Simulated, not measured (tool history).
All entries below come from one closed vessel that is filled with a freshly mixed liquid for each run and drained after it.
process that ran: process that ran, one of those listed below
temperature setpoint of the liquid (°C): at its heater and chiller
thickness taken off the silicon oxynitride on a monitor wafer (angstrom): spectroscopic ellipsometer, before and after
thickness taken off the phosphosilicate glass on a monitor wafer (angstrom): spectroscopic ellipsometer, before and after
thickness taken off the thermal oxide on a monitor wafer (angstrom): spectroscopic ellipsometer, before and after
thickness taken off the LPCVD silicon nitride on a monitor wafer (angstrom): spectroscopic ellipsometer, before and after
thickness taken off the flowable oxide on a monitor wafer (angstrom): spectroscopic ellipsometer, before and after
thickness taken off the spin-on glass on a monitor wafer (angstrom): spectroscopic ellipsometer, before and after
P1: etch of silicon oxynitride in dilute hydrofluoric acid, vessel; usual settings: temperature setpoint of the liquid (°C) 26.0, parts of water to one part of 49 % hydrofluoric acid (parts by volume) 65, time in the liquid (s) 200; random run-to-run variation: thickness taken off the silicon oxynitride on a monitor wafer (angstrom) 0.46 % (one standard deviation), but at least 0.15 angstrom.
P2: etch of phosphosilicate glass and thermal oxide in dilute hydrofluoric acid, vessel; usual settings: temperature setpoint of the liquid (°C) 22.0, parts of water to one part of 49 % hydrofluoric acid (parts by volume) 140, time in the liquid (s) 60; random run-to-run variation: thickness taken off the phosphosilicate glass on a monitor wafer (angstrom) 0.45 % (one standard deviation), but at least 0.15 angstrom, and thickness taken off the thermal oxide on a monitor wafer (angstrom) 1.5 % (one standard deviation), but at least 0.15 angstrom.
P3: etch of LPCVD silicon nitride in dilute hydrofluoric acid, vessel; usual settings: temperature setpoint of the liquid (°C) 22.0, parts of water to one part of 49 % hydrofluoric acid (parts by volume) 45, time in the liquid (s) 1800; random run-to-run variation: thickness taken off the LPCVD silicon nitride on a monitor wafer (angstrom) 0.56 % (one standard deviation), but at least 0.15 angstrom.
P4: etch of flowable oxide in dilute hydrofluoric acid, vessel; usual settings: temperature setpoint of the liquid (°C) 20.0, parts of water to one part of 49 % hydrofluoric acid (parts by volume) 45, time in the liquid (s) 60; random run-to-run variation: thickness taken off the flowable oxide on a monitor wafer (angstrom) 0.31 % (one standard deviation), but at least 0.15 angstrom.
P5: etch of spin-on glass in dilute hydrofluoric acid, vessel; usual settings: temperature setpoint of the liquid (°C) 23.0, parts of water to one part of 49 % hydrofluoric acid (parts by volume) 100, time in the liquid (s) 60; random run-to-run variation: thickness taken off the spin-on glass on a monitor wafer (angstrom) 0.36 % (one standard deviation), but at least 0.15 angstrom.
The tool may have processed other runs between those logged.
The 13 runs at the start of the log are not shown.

| run | hour | process that ran | temperature setpoint of the liquid (°C) | parts of water to one part of 49 % hydrofluoric acid (parts by volume) | time in the liquid (s) | hours since the thermometer was replaced | hours since the hydrofluoric acid flow meter was replaced | thickness taken off the silicon oxynitride on a monitor wafer (angstrom) | thickness taken off the phosphosilicate glass on a monitor wafer (angstrom) | thickness taken off the thermal oxide on a monitor wafer (angstrom) | thickness taken off the LPCVD silicon nitride on a monitor wafer (angstrom) | thickness taken off the flowable oxide on a monitor wafer (angstrom) | thickness taken off the spin-on glass on a monitor wafer (angstrom) |
|---|---|---|---|---|---|---|---|---|---|---|---|---|---|
| 14 | 72.1 | P2 | 22.0 | 140 | 60 | 674.8 | 1448.5 |  | 598.87 | 17.028 |  |  |  |
| 15 | 75.2 | P4 | 20.0 | 20 | 60 | 677.9 | 1451.6 |  |  |  |  | 1659.70 |  |
| 16 | 81.5 | P1 | 32.0 | 65 | 30 | 684.2 | 1457.9 | 28.888 |  |  |  |  |  |
| 17 | 87.2 | P5 | 17.0 | 100 | 60 | 689.9 | 1463.6 |  |  |  |  |  | 279.66 |
| 18 | 91.5 | P1 | 26.0 | 65 | 200 | 694.2 | 1467.9 | 147.140 |  |  |  |  |  |
| 19 | 95.1 | P1 | 26.0 | 65 | 65 | 697.8 | 1471.5 | 48.151 |  |  |  |  |  |
| 20 | 100.8 | P4 | 17.0 | 45 | 60 | 703.5 | 1477.2 |  |  |  |  | 627.31 |  |
| 21 | 106.5 | P4 | 20.0 | 45 | 60 | 709.2 | 1482.9 |  |  |  |  | 716.09 |  |
| 22 | 111.1 | P5 | 23.0 | 100 | 60 | 713.8 | 1487.5 |  |  |  |  |  | 357.30 |
| 23 | 114.5 | P1 | 26.0 | 65 | 200 | 717.2 | 1490.9 | 145.600 |  |  |  |  |  |
| 24 | 118.8 | P2 | 22.0 | 140 | 60 | 721.5 | 1495.2 |  | 594.76 | 17.045 |  |  |  |
| 25 | 125.0 | P3 | 22.0 | 45 | 2805 | 727.7 | 1501.4 |  |  |  | 259.55 |  |  |
| 26 | 129.2 | P1 | 26.0 | 20 | 200 | 731.9 | 1505.6 | 494.300 |  |  |  |  |  |
| 27 | 136.1 | P3 | 28.5 | 45 | 1800 | 738.8 | 1512.5 |  |  |  | 259.49 |  |  |
| 28 | 140.9 | P1 | 26.0 | 65 | 200 | 743.6 | 1517.3 | 146.450 |  |  |  |  |  |
| 29 | 146.3 | P1 | 26.0 | 65 | 200 | 749.0 | 1522.7 | 147.340 |  |  |  |  |  |
| 30 | 151.2 | P2 | 22.0 | 140 | 95 | 753.9 | 1527.6 |  | 942.25 | 26.276 |  |  |  |

Run 31, settings as shown, results not yet in. Your forecast:
| 31 | 155.6 | P1 | 31.0 | 65 | 200 | 758.3 | 1532.0 | ? |  |  |  |  |  |

{"run 31": {"thickness taken off the silicon oxynitride on a monitor wafer (angstrom)": 183.29}}

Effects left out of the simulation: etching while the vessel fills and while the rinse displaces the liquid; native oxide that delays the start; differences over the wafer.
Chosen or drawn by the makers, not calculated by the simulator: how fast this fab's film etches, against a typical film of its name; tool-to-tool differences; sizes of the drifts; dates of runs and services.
